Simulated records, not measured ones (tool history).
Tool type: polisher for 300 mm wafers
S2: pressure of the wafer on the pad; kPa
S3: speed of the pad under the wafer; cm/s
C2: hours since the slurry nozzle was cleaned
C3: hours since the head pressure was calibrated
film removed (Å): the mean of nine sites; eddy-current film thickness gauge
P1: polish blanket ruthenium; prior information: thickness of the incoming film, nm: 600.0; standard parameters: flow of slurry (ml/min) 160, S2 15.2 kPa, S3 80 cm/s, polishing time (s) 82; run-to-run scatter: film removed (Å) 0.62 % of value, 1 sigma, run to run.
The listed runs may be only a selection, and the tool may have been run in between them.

run 1 hour=3.7 | flow_of_slurry_(ml/min)=160 S2=15.2 S3=80 polishing_time_(s)=82 | wafers_polished_on_this_pad=428 C2=172.0 C3=572.2 | film_removed_(Å)=685.79
run 2 hour=8.0 | flow_of_slurry_(ml/min)=245 S2=15.2 S3=80 polishing_time_(s)=82 | wafers_polished_on_this_pad=459 C2=176.3 C3=576.5 | film_removed_(Å)=718.18
run 3 hour=13.6 | flow_of_slurry_(ml/min)=160 S2=15.2 S3=40 polishing_time_(s)=82 | wafers_polished_on_this_pad=500 C2=181.9 C3=582.1 | film_removed_(Å)=342.59
run 4 hour=19.1 | flow_of_slurry_(ml/min)=160 S2=15.2 S3=80 polishing_time_(s)=82 | wafers_polished_on_this_pad=540 C2=187.4 C3=587.6 | film_removed_(Å)=683.90
run 5 hour=25.2 | flow_of_slurry_(ml/min)=160 S2=24.1 S3=80 polishing_time_(s)=82 | wafers_polished_on_this_pad=585 C2=193.5 C3=593.7 | film_removed_(Å)=1079.20
run 6 hour=28.9 | flow_of_slurry_(ml/min)=160 S2=15.2 S3=80 polishing_time_(s)=54 | wafers_polished_on_this_pad=612 C2=197.2 C3=597.4 | film_removed_(Å)=448.74
run 7 hour=32.6 | flow_of_slurry_(ml/min)=115 S2=15.2 S3=80 polishing_time_(s)=82 | wafers_polished_on_this_pad=639 C2=200.9 C3=601.1 | film_removed_(Å)=642.38
run 8 hour=36.3 | flow_of_slurry_(ml/min)=160 S2=15.2 S3=80 polishing_time_(s)=82 | wafers_polished_on_this_pad=666 C2=204.6 C3=604.8 | film_removed_(Å)=695.05
-- hour=37.4 slurry nozzle cleaned
run 9 hour=40.9 | flow_of_slurry_(ml/min)=160 S2=15.2 S3=114 polishing_time_(s)=82 | wafers_polished_on_this_pad=699 C2=3.5 C3=609.4 | film_removed_(Å)=963.44
run 10 hour=46.5 | flow_of_slurry_(ml/min)=205 S2=15.2 S3=46 polishing_time_(s)=82 | wafers_polished_on_this_pad=740 C2=9.1 C3=615.0 | film_removed_(Å)=410.96
run 11 hour=50.6 | flow_of_slurry_(ml/min)=160 S2=15.2 S3=80 polishing_time_(s)=82 | wafers_polished_on_this_pad=770 C2=13.2 C3=619.1 | film_removed_(Å)=682.26
run 12 hour=55.0 | flow_of_slurry_(ml/min)=160 S2=15.2 S3=80 polishing_time_(s)=82 | wafers_polished_on_this_pad=802 C2=17.6 C3=623.5 | film_removed_(Å)=683.10
run 13 hour=60.8 | flow_of_slurry_(ml/min)=160 S2=15.2 S3=80 polishing_time_(s)=82 | wafers_polished_on_this_pad=845 C2=23.4 C3=629.3 | film_removed_(Å)=684.17
run 14 hour=67.1 | flow_of_slurry_(ml/min)=160 S2=7.6 S3=80 polishing_time_(s)=82 | wafers_polished_on_this_pad=891 C2=29.7 C3=635.6 | film_removed_(Å)=339.43
run 15 hour=73.8 | flow_of_slurry_(ml/min)=160 S2=15.2 S3=80 polishing_time_(s)=82 | wafers_polished_on_this_pad=940 C2=36.4 C3=642.3 | film_removed_(Å)=687.20
run 16 hour=78.8 | flow_of_slurry_(ml/min)=210 S2=15.2 S3=80 polishing_time_(s)=119 | wafers_polished_on_this_pad=976 C2=41.4 C3=647.3 | film_removed_(Å)=1033.90
run 17 hour=82.9 | flow_of_slurry_(ml/min)=160 S2=15.2 S3=80 polishing_time_(s)=130 | wafers_polished_on_this_pad=1006 C2=45.5 C3=651.4 | film_removed_(Å)=1078.10

What does the tool deliver on the next run?
run 18 hour=90.1 | flow_of_slurry_(ml/min)=160 S2=15.2 S3=80 polishing_time_(s)=82 | wafers_polished_on_this_pad=1059 C2=52.7 C3=658.6 | film_removed_(Å)=?

Run 18 measured film removed (Å) 683.42.
